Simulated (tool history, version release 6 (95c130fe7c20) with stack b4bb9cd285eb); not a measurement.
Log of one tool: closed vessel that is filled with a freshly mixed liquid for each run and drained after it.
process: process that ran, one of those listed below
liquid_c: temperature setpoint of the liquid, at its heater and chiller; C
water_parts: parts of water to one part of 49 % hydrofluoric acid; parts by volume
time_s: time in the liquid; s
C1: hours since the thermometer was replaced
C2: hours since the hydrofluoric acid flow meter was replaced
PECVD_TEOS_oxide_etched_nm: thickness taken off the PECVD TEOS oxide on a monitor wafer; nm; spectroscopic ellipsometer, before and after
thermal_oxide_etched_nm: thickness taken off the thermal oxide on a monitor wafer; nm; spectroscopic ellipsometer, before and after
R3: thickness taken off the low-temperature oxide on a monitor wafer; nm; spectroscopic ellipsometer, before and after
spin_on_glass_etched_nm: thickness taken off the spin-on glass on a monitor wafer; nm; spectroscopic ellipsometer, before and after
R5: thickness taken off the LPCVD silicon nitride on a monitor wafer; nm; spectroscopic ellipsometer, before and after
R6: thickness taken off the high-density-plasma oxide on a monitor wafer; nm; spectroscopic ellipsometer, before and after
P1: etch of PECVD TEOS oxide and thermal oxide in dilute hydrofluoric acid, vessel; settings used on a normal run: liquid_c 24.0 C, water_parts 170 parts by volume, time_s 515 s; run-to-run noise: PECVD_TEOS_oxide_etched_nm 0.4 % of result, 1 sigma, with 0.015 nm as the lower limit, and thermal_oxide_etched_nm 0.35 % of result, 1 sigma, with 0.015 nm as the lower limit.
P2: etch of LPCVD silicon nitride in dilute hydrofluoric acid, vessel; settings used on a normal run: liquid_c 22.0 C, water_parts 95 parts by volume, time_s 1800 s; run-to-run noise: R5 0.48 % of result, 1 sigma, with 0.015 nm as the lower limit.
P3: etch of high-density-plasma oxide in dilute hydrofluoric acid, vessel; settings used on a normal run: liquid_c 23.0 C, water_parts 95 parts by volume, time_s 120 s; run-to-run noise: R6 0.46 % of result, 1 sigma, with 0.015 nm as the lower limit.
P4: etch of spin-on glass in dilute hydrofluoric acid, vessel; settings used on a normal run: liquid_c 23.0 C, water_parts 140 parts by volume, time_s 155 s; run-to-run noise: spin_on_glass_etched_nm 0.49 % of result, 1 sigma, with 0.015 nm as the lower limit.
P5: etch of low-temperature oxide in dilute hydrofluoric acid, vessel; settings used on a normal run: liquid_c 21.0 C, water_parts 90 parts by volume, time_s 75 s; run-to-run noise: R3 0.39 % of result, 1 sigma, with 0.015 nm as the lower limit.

run 1 day=0.442 | process=P1 liquid_c=24.0 water_parts=170 time_s=515 | C1=637.7 C2=352.8 | PECVD_TEOS_oxide_etched_nm=25.0790 thermal_oxide_etched_nm=13.1900
run 2 day=0.704 | process=P5 liquid_c=21.0 water_parts=90 time_s=30 | C1=644.0 C2=359.1 | R3=10.552
run 3 day=1.154 | process=P4 liquid_c=23.0 water_parts=140 time_s=155 | C1=654.8 C2=369.9 | spin_on_glass_etched_nm=32.939
run 4 day=1.567 | process=P1 liquid_c=24.0 water_parts=170 time_s=515 | C1=664.7 C2=379.8 | PECVD_TEOS_oxide_etched_nm=25.1760 thermal_oxide_etched_nm=13.1640
run 5 day=2.162 | process=P5 liquid_c=21.0 water_parts=90 time_s=75 | C1=679.0 C2=394.1 | R3=26.407
run 6 day=2.471 | process=P2 liquid_c=17.0 water_parts=95 time_s=1800 | C1=686.4 C2=401.5 | R5=6.0699
run 7 day=2.762 | process=P1 liquid_c=24.0 water_parts=170 time_s=515 | C1=693.4 C2=408.5 | PECVD_TEOS_oxide_etched_nm=25.1740 thermal_oxide_etched_nm=13.1330
run 8 day=3.142 | process=P2 liquid_c=22.0 water_parts=140 time_s=1800 | C1=702.5 C2=417.6 | R5=5.7998
run 9 day=3.588 | process=P5 liquid_c=21.0 water_parts=130 time_s=75 | C1=713.2 C2=428.3 | R3=17.431
run 10 day=4.079 | process=P1 liquid_c=24.0 water_parts=265 time_s=515 | C1=725.0 C2=440.1 | PECVD_TEOS_oxide_etched_nm=14.5140 thermal_oxide_etched_nm=7.6125
run 11 day=4.438 | process=P4 liquid_c=17.0 water_parts=140 time_s=155 | C1=733.6 C2=448.7 | spin_on_glass_etched_nm=26.196
run 12 day=4.788 | process=P1 liquid_c=24.0 water_parts=170 time_s=515 | C1=742.0 C2=457.1 | PECVD_TEOS_oxide_etched_nm=25.2640 thermal_oxide_etched_nm=13.0840
run 13 day=5.250 | process=P1 liquid_c=24.0 water_parts=170 time_s=190 | C1=753.1 C2=468.2 | PECVD_TEOS_oxide_etched_nm=9.3048 thermal_oxide_etched_nm=4.8778
run 14 day=5.650 | process=P3 liquid_c=23.0 water_parts=95 time_s=120 | C1=762.7 C2=477.8 | R6=9.1650
-- day=5.950 hydrofluoric acid flow meter replaced
run 15 day=6.108 | process=P5 liquid_c=26.5 water_parts=90 time_s=75 | C1=773.7 C2=3.9 | R3=32.688
run 16 day=6.604 | process=P1 liquid_c=24.0 water_parts=170 time_s=515 | C1=785.6 C2=15.8 | PECVD_TEOS_oxide_etched_nm=24.9070 thermal_oxide_etched_nm=13.1610
run 17 day=7.142 | process=P2 liquid_c=22.0 water_parts=95 time_s=3325 | C1=798.5 C2=28.7 | R5=15.6780
run 18 day=7.608 | process=P1 liquid_c=24.0 water_parts=170 time_s=835 | C1=809.7 C2=39.9 | PECVD_TEOS_oxide_etched_nm=40.7650 thermal_oxide_etched_nm=21.3140
run 19 day=7.975 | process=P3 liquid_c=23.0 water_parts=95 time_s=45 | C1=818.5 C2=48.7 | R6=3.4422
run 20 day=8.250 | process=P1 liquid_c=24.0 water_parts=70 time_s=515 | C1=825.1 C2=55.3 | PECVD_TEOS_oxide_etched_nm=68.9370 thermal_oxide_etched_nm=35.7840
run 21 day=8.642 | process=P1 liquid_c=18.5 water_parts=170 time_s=515 | C1=834.5 C2=64.7 | PECVD_TEOS_oxide_etched_nm=20.3340 thermal_oxide_etched_nm=10.6240
run 22 day=9.000 | process=P4 liquid_c=23.0 water_parts=235 time_s=155 | C1=843.1 C2=73.3 | spin_on_glass_etched_nm=17.937
run 23 day=9.317 | process=P1 liquid_c=27.5 water_parts=170 time_s=515 | C1=850.7 C2=80.9 | PECVD_TEOS_oxide_etched_nm=28.6660 thermal_oxide_etched_nm=15.0020
run 24 day=9.625 | process=P4 liquid_c=23.0 water_parts=140 time_s=30 | C1=858.1 C2=88.3 | spin_on_glass_etched_nm=6.455
run 25 day=10.000 | process=P2 liquid_c=22.0 water_parts=95 time_s=1800 | C1=867.1 C2=97.3 | R5=8.5380
run 26 day=10.421 | process=P1 liquid_c=24.0 water_parts=170 time_s=515 | C1=877.2 C2=107.4 | PECVD_TEOS_oxide_etched_nm=25.2300 thermal_oxide_etched_nm=13.0860
run 27 day=10.938 | process=P1 liquid_c=17.0 water_parts=170 time_s=315 | C1=889.6 C2=119.8 | PECVD_TEOS_oxide_etched_nm=11.6760 thermal_oxide_etched_nm=6.1132
run 28 day=11.542 | process=P3 liquid_c=31.0 water_parts=95 time_s=120 | C1=904.1 C2=134.3 | R6=12.6060
run 29 day=11.921 | process=P1 liquid_c=24.0 water_parts=255 time_s=860 | C1=913.2 C2=143.4 | PECVD_TEOS_oxide_etched_nm=25.6470 thermal_oxide_etched_nm=13.3340
run 30 day=12.233 | process=P1 liquid_c=31.0 water_parts=170 time_s=935 | C1=920.7 C2=150.9 | PECVD_TEOS_oxide_etched_nm=58.7330 thermal_oxide_etched_nm=30.9290
run 31 day=12.496 | process=P1 liquid_c=24.0 water_parts=170 time_s=515 | C1=927.0 C2=157.2 | PECVD_TEOS_oxide_etched_nm=25.0860 thermal_oxide_etched_nm=13.1360
run 32 day=13.025 | process=P3 liquid_c=23.0 water_parts=150 time_s=120 | C1=939.7 C2=169.9 | R6=5.4421
run 33 day=13.542 | process=P1 liquid_c=24.0 water_parts=170 time_s=515 | C1=952.1 C2=182.3 | PECVD_TEOS_oxide_etched_nm=25.0840 thermal_oxide_etched_nm=13.1320
run 34 day=14.042 | process=P1 liquid_c=24.0 water_parts=170 time_s=515 | C1=964.1 C2=194.3 | PECVD_TEOS_oxide_etched_nm=24.6720 thermal_oxide_etched_nm=12.9140
run 35 day=14.546 | process=P1 liquid_c=24.0 water_parts=170 time_s=515 | C1=976.2 C2=206.4 | PECVD_TEOS_oxide_etched_nm=24.4170 thermal_oxide_etched_nm=12.7770
run 36 day=15.112 | process=P1 liquid_c=24.0 water_parts=170 time_s=515 | C1=989.8 C2=220.0 | PECVD_TEOS_oxide_etched_nm=24.1590 thermal_oxide_etched_nm=12.6030
run 37 day=15.633 | process=P1 liquid_c=24.0 water_parts=170 time_s=515 | C1=1002.3 C2=232.5 | PECVD_TEOS_oxide_etched_nm=24.0640 thermal_oxide_etched_nm=12.5750
run 38 day=16.142 | process=P1 liquid_c=24.0 water_parts=170 time_s=515 | C1=1014.5 C2=244.7 | PECVD_TEOS_oxide_etched_nm=23.9350 thermal_oxide_etched_nm=12.4710
run 39 day=16.567 | process=P1 liquid_c=24.0 water_parts=170 time_s=515 | C1=1024.7 C2=254.9 | PECVD_TEOS_oxide_etched_nm=23.8900 thermal_oxide_etched_nm=12.4780
run 40 day=16.846 | process=P1 liquid_c=24.0 water_parts=170 time_s=515 | C1=1031.4 C2=261.6 | PECVD_TEOS_oxide_etched_nm=23.8060 thermal_oxide_etched_nm=12.4330
run 41 day=17.121 | process=P1 liquid_c=24.0 water_parts=170 time_s=515 | C1=1038.0 C2=268.2 | PECVD_TEOS_oxide_etched_nm=23.9250 thermal_oxide_etched_nm=12.4780
run 42 day=17.496 | process=P1 liquid_c=24.0 water_parts=170 time_s=515 | C1=1047.0 C2=277.2 | PECVD_TEOS_oxide_etched_nm=23.6960 thermal_oxide_etched_nm=12.5400
run 43 day=18.071 | process=P1 liquid_c=24.0 water_parts=170 time_s=515 | C1=1060.8 C2=291.0 | PECVD_TEOS_oxide_etched_nm=23.7560 thermal_oxide_etched_nm=12.4910
run 44 day=18.508 | process=P1 liquid_c=24.0 water_parts=170 time_s=515 | C1=1071.3 C2=301.5 | PECVD_TEOS_oxide_etched_nm=23.8930 thermal_oxide_etched_nm=12.4560

P1 no longer gives what it gave before; its output has crept away from where it was. The following 2 causes, each at its listed size, fit the log equally well:
A: liquid colder than its thermometer reads (K) = 1.47
B: hydrofluoric acid flow below the setpoint (%) = 4.56
Creep in the process output first set in at about day 13.542.

Listed below are the offered check runs, one wafer per run, with question marks in place of results. For which of them would the causes give clearly different outcomes?
run check 1 day=18.946 | process=P4 liquid_c=17.0 water_parts=230 time_s=155 | spin_on_glass_etched_nm=?
run check 2 day=18.946 | process=P2 liquid_c=17.5 water_parts=95 time_s=2605 | R5=?
run check 3 day=18.946 | process=P5 liquid_c=21.0 water_parts=90 time_s=30 | R3=?
run check 4 day=18.946 | process=P3 liquid_c=30.5 water_parts=130 time_s=120 | R6=?

Outcome of each check run for each possible cause:
check=check_1 result=spin_on_glass_etched_nm if_A=13.813 if_B=13.838
check=check_2 result=R5 if_A=8.1538 if_B=8.6377
check=check_3 result=R3 if_A=9.9333 if_B=10.0230
check=check_4 result=R6 if_A=8.0911 if_B=8.0810
Per check, the gap between the least separated pair of causes, taken in the result that splits them most: check 1 0.18 %; check 2 5.76 %; check 3 0.9 %; check 4 0.12 %
The causes can be told apart only by check 2. The other checks would give nearly the same results under each of them.

Check 2 has now been run. It gave: R5 8.1286 nm. Which of the candidate causes is it?

It is A: liquid colder than its thermometer reads (K).

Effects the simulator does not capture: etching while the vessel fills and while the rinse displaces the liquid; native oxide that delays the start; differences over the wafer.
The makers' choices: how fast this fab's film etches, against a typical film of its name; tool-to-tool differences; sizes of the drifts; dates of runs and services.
